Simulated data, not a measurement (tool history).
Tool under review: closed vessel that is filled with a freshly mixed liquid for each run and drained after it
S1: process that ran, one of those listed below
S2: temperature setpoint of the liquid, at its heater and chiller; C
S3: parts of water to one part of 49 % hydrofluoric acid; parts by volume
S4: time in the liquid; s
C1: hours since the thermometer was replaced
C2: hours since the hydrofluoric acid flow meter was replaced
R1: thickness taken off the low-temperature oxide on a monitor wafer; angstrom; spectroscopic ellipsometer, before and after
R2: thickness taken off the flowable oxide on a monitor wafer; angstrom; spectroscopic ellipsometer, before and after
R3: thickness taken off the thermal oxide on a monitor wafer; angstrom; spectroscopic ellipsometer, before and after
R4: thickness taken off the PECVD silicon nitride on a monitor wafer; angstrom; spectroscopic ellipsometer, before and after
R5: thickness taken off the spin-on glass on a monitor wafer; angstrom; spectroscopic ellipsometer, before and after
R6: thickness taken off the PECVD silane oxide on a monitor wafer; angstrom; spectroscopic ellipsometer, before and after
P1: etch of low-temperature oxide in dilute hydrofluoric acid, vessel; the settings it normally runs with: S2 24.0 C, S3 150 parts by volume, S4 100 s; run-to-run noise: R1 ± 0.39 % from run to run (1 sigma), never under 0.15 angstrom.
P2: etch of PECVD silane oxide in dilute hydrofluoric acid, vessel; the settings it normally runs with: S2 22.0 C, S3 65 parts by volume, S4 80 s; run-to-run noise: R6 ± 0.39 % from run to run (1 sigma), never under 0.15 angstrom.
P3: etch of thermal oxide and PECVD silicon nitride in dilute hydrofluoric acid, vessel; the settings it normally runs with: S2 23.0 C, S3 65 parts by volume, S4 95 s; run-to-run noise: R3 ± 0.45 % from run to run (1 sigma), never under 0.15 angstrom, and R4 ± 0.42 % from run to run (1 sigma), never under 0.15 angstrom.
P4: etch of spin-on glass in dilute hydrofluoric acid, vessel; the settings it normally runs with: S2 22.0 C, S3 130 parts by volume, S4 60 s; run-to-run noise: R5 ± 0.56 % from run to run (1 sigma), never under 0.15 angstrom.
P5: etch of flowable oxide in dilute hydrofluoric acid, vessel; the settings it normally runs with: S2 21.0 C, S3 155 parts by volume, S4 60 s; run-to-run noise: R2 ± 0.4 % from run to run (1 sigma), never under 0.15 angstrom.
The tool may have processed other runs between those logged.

run   hour  S1    S2   S3   S4      C1     C2       R1      R2      R3      R4       R5      R6
  1   12.6  P1  24.0  150  100  1409.3  421.9  152.230
  2   23.5  P5  21.0   45   60  1420.2  432.8           559.89
  3   31.4  P5  21.0  155  100  1428.1  440.7           238.89
  4   47.0  P3  31.0   65   95  1443.7  456.3                   93.496  77.235
  5   56.5  P1  24.0  150  100  1453.2  465.8  151.620
  6   71.6  P3  23.0  115   95  1468.3  480.9                   36.882  26.263
  7   83.0  P4  22.0  130   60  1479.7  492.3                                   104.880
  8   94.9  P1  24.0  150  145  1491.6  504.2  220.880
  9  107.0  P2  29.0   65   80  1503.7  516.3                                            325.22
 10  120.1  P4  22.0  235   60  1516.8  529.4                                    52.257
 11  128.5  P1  24.0  150  100  1525.2  537.8  152.160
 12  137.1  P1  24.0   30  100  1533.8  546.4  882.890
 13  145.6  P4  22.0  130   60  1542.3  554.9                                   105.540
 14  156.9  P1  24.0  150  100  1553.6  566.2  152.530
 15  171.7  P4  26.5  130   60  1568.4  581.0                                   124.960
 16  187.2  P5  27.5  155   60  1583.9  596.5           182.78
 17  201.2  P1  24.0  150   30  1597.9  610.5   46.014
 18  211.2  P2  22.0   65  155  1607.9  620.5                                            475.05
 19  219.0  P1  24.0  150  100  1615.7  628.3  152.920
 20  226.2  P5  21.0  155   60  1622.9  635.5           142.83
 21  240.4  P5  21.0  155   60  1637.1  649.7           142.41
 22  247.6  P2  22.0  100   80  1644.3  656.9                                            152.58
 23  260.1  P2  22.0   65   80  1656.8  669.4                                            243.86
 24  267.9  P1  24.0  150  100  1664.6  677.2  153.270
 25  279.6  P1  17.5  150  175  1676.3  688.9  207.210
 26  289.3  P1  24.0   55   30  1686.0  698.6  140.450
 27  298.7  P1  24.0  150  100  1695.4  708.0  151.920
 28  308.1  P1  24.0  220  100  1704.8  717.4   97.289
 29  321.5  P1  32.0  150  100  1718.2  730.8  205.540
 30  334.5  P1  18.0  150  100  1731.2  743.8  120.680
 31  350.1  P3  23.0   65   30  1746.8  759.4                   21.360  14.792
 32  357.9  P3  23.0   65   95  1754.6  767.2                   68.570  46.179
 33  367.4  P4  22.0  130  110  1764.1  776.7                                   193.890
 34  382.4  P1  24.0  150  100  1779.1  791.7  152.100
 35  392.9  P1  24.0  150  100  1789.6  802.2  147.050
 36  404.5  P1  24.0  150  100  1801.2  813.8  144.560

Run 37 is up next; what results do you expect?
 37  418.5  P1  24.0  150  100  1815.2  827.8   ?

Run 37 came out at R1 143.750 angstrom.
